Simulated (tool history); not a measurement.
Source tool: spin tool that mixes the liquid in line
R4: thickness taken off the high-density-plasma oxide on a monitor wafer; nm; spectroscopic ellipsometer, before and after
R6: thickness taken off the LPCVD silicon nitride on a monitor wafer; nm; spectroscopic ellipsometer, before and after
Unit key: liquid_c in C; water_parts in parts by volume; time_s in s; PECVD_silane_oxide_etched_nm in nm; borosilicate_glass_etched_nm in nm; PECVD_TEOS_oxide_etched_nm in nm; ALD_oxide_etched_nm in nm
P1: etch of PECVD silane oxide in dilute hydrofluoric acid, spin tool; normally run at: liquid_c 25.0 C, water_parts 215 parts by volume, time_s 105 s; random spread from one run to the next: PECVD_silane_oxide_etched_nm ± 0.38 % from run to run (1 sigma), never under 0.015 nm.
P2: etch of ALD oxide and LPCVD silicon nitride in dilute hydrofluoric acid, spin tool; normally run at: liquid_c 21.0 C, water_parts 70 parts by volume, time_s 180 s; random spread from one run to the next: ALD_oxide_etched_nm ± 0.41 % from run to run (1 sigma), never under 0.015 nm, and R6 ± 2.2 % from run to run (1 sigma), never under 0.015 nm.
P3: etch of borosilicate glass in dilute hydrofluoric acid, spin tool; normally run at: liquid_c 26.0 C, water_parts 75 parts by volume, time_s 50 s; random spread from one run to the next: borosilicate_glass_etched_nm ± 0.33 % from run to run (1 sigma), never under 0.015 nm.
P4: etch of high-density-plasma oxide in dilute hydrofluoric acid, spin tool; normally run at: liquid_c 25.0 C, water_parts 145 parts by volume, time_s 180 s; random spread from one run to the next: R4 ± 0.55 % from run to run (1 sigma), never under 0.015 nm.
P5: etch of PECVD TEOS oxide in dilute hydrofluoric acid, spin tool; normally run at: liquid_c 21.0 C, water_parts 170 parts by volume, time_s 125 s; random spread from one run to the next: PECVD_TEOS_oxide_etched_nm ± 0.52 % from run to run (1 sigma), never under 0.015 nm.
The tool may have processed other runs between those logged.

run 1 hour=8.8 | process=P1 liquid_c=25.0 water_parts=215 time_s=105 | PECVD_silane_oxide_etched_nm=6.60960
run 2 hour=16.0 | process=P3 liquid_c=26.0 water_parts=120 time_s=50 | borosilicate_glass_etched_nm=9.0832
run 3 hour=22.0 | process=P1 liquid_c=25.0 water_parts=215 time_s=185 | PECVD_silane_oxide_etched_nm=11.81500
run 4 hour=27.7 | process=P5 liquid_c=21.0 water_parts=50 time_s=125 | PECVD_TEOS_oxide_etched_nm=33.0250
run 5 hour=32.3 | process=P1 liquid_c=25.0 water_parts=390 time_s=105 | PECVD_silane_oxide_etched_nm=3.07600
run 6 hour=38.3 | process=P5 liquid_c=21.0 water_parts=170 time_s=125 | PECVD_TEOS_oxide_etched_nm=8.4492
run 7 hour=46.7 | process=P4 liquid_c=33.5 water_parts=145 time_s=180 | R4=8.25240
run 8 hour=52.2 | process=P1 liquid_c=25.0 water_parts=215 time_s=105 | PECVD_silane_oxide_etched_nm=6.61540
run 9 hour=59.9 | process=P3 liquid_c=26.0 water_parts=75 time_s=50 | borosilicate_glass_etched_nm=15.3180
run 10 hour=64.4 | process=P3 liquid_c=26.0 water_parts=75 time_s=15 | borosilicate_glass_etched_nm=4.6184
run 11 hour=71.6 | process=P1 liquid_c=25.0 water_parts=215 time_s=105 | PECVD_silane_oxide_etched_nm=6.63240
run 12 hour=78.8 | process=P4 liquid_c=25.0 water_parts=145 time_s=15 | R4=0.50593
run 13 hour=86.7 | process=P1 liquid_c=29.5 water_parts=215 time_s=105 | PECVD_silane_oxide_etched_nm=7.79110
run 14 hour=94.4 | process=P5 liquid_c=21.0 water_parts=170 time_s=125 | PECVD_TEOS_oxide_etched_nm=8.5371
run 15 hour=103.6 | process=P2 liquid_c=21.0 water_parts=45 time_s=180 | ALD_oxide_etched_nm=52.927 R6=1.33030
run 16 hour=113.5 | process=P5 liquid_c=21.0 water_parts=170 time_s=15 | PECVD_TEOS_oxide_etched_nm=1.0373
run 17 hour=119.5 | process=P4 liquid_c=25.0 water_parts=240 time_s=180 | R4=3.24820
run 18 hour=127.2 | process=P1 liquid_c=25.0 water_parts=320 time_s=25 | PECVD_silane_oxide_etched_nm=0.95016
-- hour=129.6 hydrofluoric acid flow meter replaced
run 19 hour=133.0 | process=P1 liquid_c=25.0 water_parts=215 time_s=105 | PECVD_silane_oxide_etched_nm=6.62990
run 20 hour=141.6 | process=P1 liquid_c=25.0 water_parts=105 time_s=105 | PECVD_silane_oxide_etched_nm=15.43800
run 21 hour=149.1 | process=P1 liquid_c=25.0 water_parts=215 time_s=105 | PECVD_silane_oxide_etched_nm=6.63250
run 22 hour=153.7 | process=P3 liquid_c=31.5 water_parts=75 time_s=50 | borosilicate_glass_etched_nm=19.1580
run 23 hour=162.4 | process=P5 liquid_c=17.0 water_parts=170 time_s=125 | PECVD_TEOS_oxide_etched_nm=7.2533
run 24 hour=172.1 | process=P2 liquid_c=21.0 water_parts=70 time_s=180 | ALD_oxide_etched_nm=32.727 R6=0.89341
run 25 hour=178.3 | process=P1 liquid_c=19.0 water_parts=215 time_s=105 | PECVD_silane_oxide_etched_nm=5.27510
run 26 hour=183.8 | process=P2 liquid_c=21.0 water_parts=70 time_s=295 | ALD_oxide_etched_nm=53.402 R6=1.42700
run 27 hour=188.2 | process=P1 liquid_c=25.0 water_parts=215 time_s=40 | PECVD_silane_oxide_etched_nm=2.51610
run 28 hour=192.6 | process=P2 liquid_c=27.5 water_parts=70 time_s=180 | ALD_oxide_etched_nm=42.433 R6=1.36100
run 29 hour=202.2 | process=P4 liquid_c=25.0 water_parts=145 time_s=180 | R4=5.99750
run 30 hour=210.2 | process=P1 liquid_c=25.0 water_parts=95 time_s=55 | PECVD_silane_oxide_etched_nm=9.08040
run 31 hour=220.3 | process=P1 liquid_c=25.0 water_parts=215 time_s=105 | PECVD_silane_oxide_etched_nm=6.59750
run 32 hour=228.3 | process=P1 liquid_c=25.0 water_parts=215 time_s=105 | PECVD_silane_oxide_etched_nm=6.76600
run 33 hour=237.3 | process=P1 liquid_c=25.0 water_parts=215 time_s=105 | PECVD_silane_oxide_etched_nm=7.00080
run 34 hour=245.9 | process=P1 liquid_c=25.0 water_parts=215 time_s=105 | PECVD_silane_oxide_etched_nm=7.07160
run 35 hour=251.8 | process=P1 liquid_c=25.0 water_parts=215 time_s=105 | PECVD_silane_oxide_etched_nm=7.06290
run 36 hour=259.1 | process=P1 liquid_c=25.0 water_parts=215 time_s=105 | PECVD_silane_oxide_etched_nm=7.14010
run 37 hour=269.0 | process=P1 liquid_c=25.0 water_parts=215 time_s=105 | PECVD_silane_oxide_etched_nm=7.11480
run 38 hour=274.9 | process=P1 liquid_c=25.0 water_parts=215 time_s=105 | PECVD_silane_oxide_etched_nm=7.13190
run 39 hour=281.7 | process=P1 liquid_c=25.0 water_parts=215 time_s=105 | PECVD_silane_oxide_etched_nm=7.13280
run 40 hour=287.8 | process=P1 liquid_c=25.0 water_parts=215 time_s=105 | PECVD_silane_oxide_etched_nm=7.13650

The output of P1 has drifted from where it used to be. Each of the 2 causes below, taken at the size shown beside it, accounts for the log equally well:
A: hydrofluoric acid flow above the setpoint (%) = 6.06
B: liquid hotter than its thermometer reads (K) = 2.02
The onset of the drift is placed at about hour 220.3.

Below are 4 check runs, each averaged over 2 wafers, with their results shown as question marks. Which of them would give clearly different results depending on which cause is behind the drift?
run check 1 hour=293.9 | process=P3 liquid_c=29.5 water_parts=120 time_s=50 | borosilicate_glass_etched_nm=?
run check 2 hour=293.9 | process=P4 liquid_c=25.0 water_parts=195 time_s=180 | R4=?
run check 3 hour=293.9 | process=P5 liquid_c=17.0 water_parts=170 time_s=40 | PECVD_TEOS_oxide_etched_nm=?
run check 4 hour=293.9 | process=P2 liquid_c=21.0 water_parts=45 time_s=240 | ALD_oxide_etched_nm=? R6=?

Check results expected under each cause:
check=check_1 result=borosilicate_glass_etched_nm if_A=11.1100 if_B=11.1750
check=check_2 result=R4 if_A=4.55610 if_B=4.56540
check=check_3 result=PECVD_TEOS_oxide_etched_nm if_A=2.4907 if_B=2.5233
check=check_4 result=ALD_oxide_etched_nm if_A=74.500 if_B=76.217
check=check_4 result=R6 if_A=1.86680 if_B=2.02510
Smallest distance between any two causes, each pair judged by its most separating result, in per cent: check 1 0.59 %; check 2 0.2 %; check 3 1.3 %; check 4 8.14 %
Check 4 is the one run that separates the causes; every other check would come out nearly the same whichever cause is at work.

Check 4 has now been run. It gave: ALD_oxide_etched_nm 74.444 nm; R6 1.86710 nm. Which of the candidate causes is it?

It was cause A: hydrofluoric acid flow above the setpoint (%).

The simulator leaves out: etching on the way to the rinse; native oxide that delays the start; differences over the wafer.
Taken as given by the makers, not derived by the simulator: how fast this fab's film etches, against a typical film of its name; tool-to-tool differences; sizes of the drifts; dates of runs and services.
